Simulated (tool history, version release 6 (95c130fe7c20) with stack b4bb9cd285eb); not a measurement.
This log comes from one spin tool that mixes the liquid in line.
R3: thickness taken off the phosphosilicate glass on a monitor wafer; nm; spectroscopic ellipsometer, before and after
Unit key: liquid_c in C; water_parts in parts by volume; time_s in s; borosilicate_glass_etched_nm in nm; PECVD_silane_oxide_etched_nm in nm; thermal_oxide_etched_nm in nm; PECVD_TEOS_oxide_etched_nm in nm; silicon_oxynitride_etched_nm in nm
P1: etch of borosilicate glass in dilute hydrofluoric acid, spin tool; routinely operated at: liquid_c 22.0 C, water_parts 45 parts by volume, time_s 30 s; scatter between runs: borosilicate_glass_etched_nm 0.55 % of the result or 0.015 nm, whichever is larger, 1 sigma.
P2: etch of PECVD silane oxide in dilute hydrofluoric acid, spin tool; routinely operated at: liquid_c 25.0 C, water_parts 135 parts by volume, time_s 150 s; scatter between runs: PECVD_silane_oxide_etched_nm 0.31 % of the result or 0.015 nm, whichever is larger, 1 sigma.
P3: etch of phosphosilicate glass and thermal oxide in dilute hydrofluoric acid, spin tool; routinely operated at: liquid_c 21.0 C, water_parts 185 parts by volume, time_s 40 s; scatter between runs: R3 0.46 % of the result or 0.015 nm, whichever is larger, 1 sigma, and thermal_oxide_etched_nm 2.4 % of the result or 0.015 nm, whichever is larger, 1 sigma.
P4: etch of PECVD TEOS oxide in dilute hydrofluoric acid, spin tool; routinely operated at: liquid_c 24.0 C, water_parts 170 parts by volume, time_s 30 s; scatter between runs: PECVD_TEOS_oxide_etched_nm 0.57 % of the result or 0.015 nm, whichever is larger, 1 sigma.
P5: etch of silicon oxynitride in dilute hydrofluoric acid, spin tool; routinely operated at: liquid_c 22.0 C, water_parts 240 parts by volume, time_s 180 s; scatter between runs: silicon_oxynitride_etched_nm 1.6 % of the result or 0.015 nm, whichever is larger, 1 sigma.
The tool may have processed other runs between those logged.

{"run": 1, "hour": 10.0, "process": "P1", "liquid_c": 22.0, "water_parts": 45, "time_s": 30, "borosilicate_glass_etched_nm": 11.18}
{"run": 2, "hour": 27.1, "process": "P1", "liquid_c": 22.0, "water_parts": 45, "time_s": 15, "borosilicate_glass_etched_nm": 5.5416}
{"run": 3, "hour": 41.0, "process": "P1", "liquid_c": 22.0, "water_parts": 45, "time_s": 30, "borosilicate_glass_etched_nm": 11.187}
{"run": 4, "hour": 52.2, "process": "P1", "liquid_c": 28.5, "water_parts": 45, "time_s": 30, "borosilicate_glass_etched_nm": 14.662}
{"run": 5, "hour": 64.2, "process": "P2", "liquid_c": 25.0, "water_parts": 135, "time_s": 150, "PECVD_silane_oxide_etched_nm": 45.199}
{"run": 6, "hour": 79.4, "process": "P1", "liquid_c": 22.0, "water_parts": 75, "time_s": 30, "borosilicate_glass_etched_nm": 6.4906}
{"run": 7, "hour": 88.0, "process": "P3", "liquid_c": 21.0, "water_parts": 185, "time_s": 40, "R3": 10.61, "thermal_oxide_etched_nm": 0.82804}
{"run": 8, "hour": 102.7, "process": "P1", "liquid_c": 22.0, "water_parts": 45, "time_s": 30, "borosilicate_glass_etched_nm": 11.208}
{"run": 9, "hour": 112.6, "process": "P4", "liquid_c": 24.0, "water_parts": 170, "time_s": 45, "PECVD_TEOS_oxide_etched_nm": 6.9154}
{"run": 10, "hour": 129.5, "process": "P5", "liquid_c": 22.0, "water_parts": 240, "time_s": 180, "silicon_oxynitride_etched_nm": 1.6346}
{"run": 11, "hour": 143.6, "process": "P1", "liquid_c": 22.0, "water_parts": 45, "time_s": 30, "borosilicate_glass_etched_nm": 11.216}
{"run": 12, "hour": 158.2, "process": "P1", "liquid_c": 22.0, "water_parts": 20, "time_s": 30, "borosilicate_glass_etched_nm": 26.09}
{"run": 13, "hour": 169.5, "process": "P4", "liquid_c": 24.0, "water_parts": 170, "time_s": 30, "PECVD_TEOS_oxide_etched_nm": 4.6235}
{"run": 14, "hour": 182.3, "process": "P1", "liquid_c": 17.0, "water_parts": 20, "time_s": 30, "borosilicate_glass_etched_nm": 20.806}
{"hour": 182.9, "done": "hydrofluoric acid flow meter replaced"}
{"run": 15, "hour": 199.1, "process": "P1", "liquid_c": 22.0, "water_parts": 60, "time_s": 60, "borosilicate_glass_etched_nm": 16.355}
{"run": 16, "hour": 210.4, "process": "P3", "liquid_c": 21.0, "water_parts": 185, "time_s": 75, "R3": 19.736, "thermal_oxide_etched_nm": 1.6697}
{"run": 17, "hour": 222.3, "process": "P5", "liquid_c": 22.0, "water_parts": 240, "time_s": 180, "silicon_oxynitride_etched_nm": 1.6428}
{"run": 18, "hour": 232.8, "process": "P4", "liquid_c": 24.0, "water_parts": 170, "time_s": 30, "PECVD_TEOS_oxide_etched_nm": 4.6049}
{"run": 19, "hour": 243.1, "process": "P1", "liquid_c": 22.0, "water_parts": 45, "time_s": 55, "borosilicate_glass_etched_nm": 20.446}
{"run": 20, "hour": 254.8, "process": "P3", "liquid_c": 26.0, "water_parts": 185, "time_s": 40, "R3": 12.8, "thermal_oxide_etched_nm": 1.0064}
{"run": 21, "hour": 267.6, "process": "P4", "liquid_c": 24.0, "water_parts": 40, "time_s": 30, "PECVD_TEOS_oxide_etched_nm": 22.834}
{"run": 22, "hour": 278.9, "process": "P5", "liquid_c": 22.0, "water_parts": 90, "time_s": 180, "silicon_oxynitride_etched_nm": 4.7302}
{"run": 23, "hour": 294.7, "process": "P1", "liquid_c": 22.0, "water_parts": 45, "time_s": 30, "borosilicate_glass_etched_nm": 11.065}
{"run": 24, "hour": 305.2, "process": "P5", "liquid_c": 17.0, "water_parts": 240, "time_s": 180, "silicon_oxynitride_etched_nm": 1.2725}
{"run": 25, "hour": 320.4, "process": "P2", "liquid_c": 25.0, "water_parts": 215, "time_s": 150, "PECVD_silane_oxide_etched_nm": 26.119}
{"run": 26, "hour": 330.8, "process": "P2", "liquid_c": 25.0, "water_parts": 135, "time_s": 260, "PECVD_silane_oxide_etched_nm": 78.777}
{"run": 27, "hour": 339.6, "process": "P4", "liquid_c": 17.5, "water_parts": 170, "time_s": 30, "PECVD_TEOS_oxide_etched_nm": 3.6016}
{"run": 28, "hour": 348.5, "process": "P5", "liquid_c": 22.0, "water_parts": 240, "time_s": 340, "silicon_oxynitride_etched_nm": 3.0065}
{"run": 29, "hour": 363.8, "process": "P3", "liquid_c": 21.0, "water_parts": 95, "time_s": 40, "R3": 22.532, "thermal_oxide_etched_nm": 1.8322}
{"run": 30, "hour": 373.2, "process": "P1", "liquid_c": 17.0, "water_parts": 45, "time_s": 30, "borosilicate_glass_etched_nm": 9.0035}
{"run": 31, "hour": 389.1, "process": "P1", "liquid_c": 22.0, "water_parts": 30, "time_s": 15, "borosilicate_glass_etched_nm": 8.5468}
{"run": 32, "hour": 397.3, "process": "P2", "liquid_c": 31.5, "water_parts": 135, "time_s": 150, "PECVD_silane_oxide_etched_nm": 57.615}
{"run": 33, "hour": 408.7, "process": "P1", "liquid_c": 22.0, "water_parts": 45, "time_s": 30, "borosilicate_glass_etched_nm": 11.172}
{"run": 34, "hour": 422.3, "process": "P1", "liquid_c": 22.0, "water_parts": 45, "time_s": 30, "borosilicate_glass_etched_nm": 11.233}

Run 35 has not been measured yet. What should we expect?
{"run": 35, "hour": 430.7, "process": "P1", "liquid_c": 22.0, "water_parts": 45, "time_s": 30, "borosilicate_glass_etched_nm": "?"}

Run 35 produced borosilicate_glass_etched_nm 11.5520 nm.

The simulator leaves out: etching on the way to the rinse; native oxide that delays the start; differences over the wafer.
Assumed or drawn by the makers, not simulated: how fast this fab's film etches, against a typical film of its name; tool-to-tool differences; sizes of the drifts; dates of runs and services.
